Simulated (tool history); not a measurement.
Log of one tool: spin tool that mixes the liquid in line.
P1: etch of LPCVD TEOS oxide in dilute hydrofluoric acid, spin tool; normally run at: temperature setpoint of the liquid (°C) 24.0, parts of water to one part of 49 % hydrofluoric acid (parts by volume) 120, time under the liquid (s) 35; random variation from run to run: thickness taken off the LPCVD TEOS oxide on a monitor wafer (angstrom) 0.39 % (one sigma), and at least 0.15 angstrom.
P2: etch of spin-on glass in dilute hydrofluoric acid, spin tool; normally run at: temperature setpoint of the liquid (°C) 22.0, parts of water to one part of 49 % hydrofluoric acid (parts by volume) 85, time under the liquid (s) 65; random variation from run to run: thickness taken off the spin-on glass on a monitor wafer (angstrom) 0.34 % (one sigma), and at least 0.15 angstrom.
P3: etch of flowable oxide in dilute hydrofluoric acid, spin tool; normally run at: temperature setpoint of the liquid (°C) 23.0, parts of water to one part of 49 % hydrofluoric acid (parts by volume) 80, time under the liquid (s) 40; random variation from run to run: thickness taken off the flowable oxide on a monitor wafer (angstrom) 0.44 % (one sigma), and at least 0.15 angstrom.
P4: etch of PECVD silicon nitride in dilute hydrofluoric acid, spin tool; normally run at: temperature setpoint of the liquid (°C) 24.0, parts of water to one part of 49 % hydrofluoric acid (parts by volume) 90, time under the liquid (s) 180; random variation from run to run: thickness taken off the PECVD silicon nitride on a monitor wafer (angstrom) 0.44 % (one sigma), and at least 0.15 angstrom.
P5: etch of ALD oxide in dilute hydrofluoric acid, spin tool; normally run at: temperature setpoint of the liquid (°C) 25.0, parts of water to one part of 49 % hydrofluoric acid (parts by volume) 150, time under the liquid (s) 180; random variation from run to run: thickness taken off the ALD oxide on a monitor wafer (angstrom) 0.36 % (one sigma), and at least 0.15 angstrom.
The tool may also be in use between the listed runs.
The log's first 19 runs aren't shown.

run,hour,process that ran,temperature setpoint of the liquid (°C),parts of water to one part of 49 % hydrofluoric acid (parts by volume),time under the liquid (s),hours since the thermometer was replaced,hours since the hydrofluoric acid flow meter was replaced,thickness taken off the LPCVD TEOS oxide on a monitor wafer (angstrom),thickness taken off the spin-on glass on a monitor wafer (angstrom),thickness taken off the flowable oxide on a monitor wafer (angstrom),thickness taken off the PECVD silicon nitride on a monitor wafer (angstrom),thickness taken off the ALD oxide on a monitor wafer (angstrom)
20,160.9,P1,24.0,215,35,1437.6,924.8,40.556,,,,
21,168.7,P1,27.5,120,15,1445.4,932.6,39.684,,,,
22,176.6,P1,24.0,120,15,1453.3,940.5,34.300,,,,
23,181.2,P5,17.5,150,180,1457.9,945.1,,,,,263.980
# hour 183.4: thermometer replaced
24,187.2,P4,24.0,90,180,3.8,951.1,,,,113.610,
25,191.9,P5,25.0,220,180,8.5,955.8,,,,,224.810
26,199.5,P3,23.0,80,15,16.1,963.4,,,96.148,,
27,205.8,P2,30.5,85,65,22.4,969.7,,418.650,,,

The next listed run, before its measurement:
28,215.6,P4,19.0,90,180,32.2,979.5,,,,?,

{"run 28": {"thickness taken off the PECVD silicon nitride on a monitor wafer (angstrom)": 80.307}}
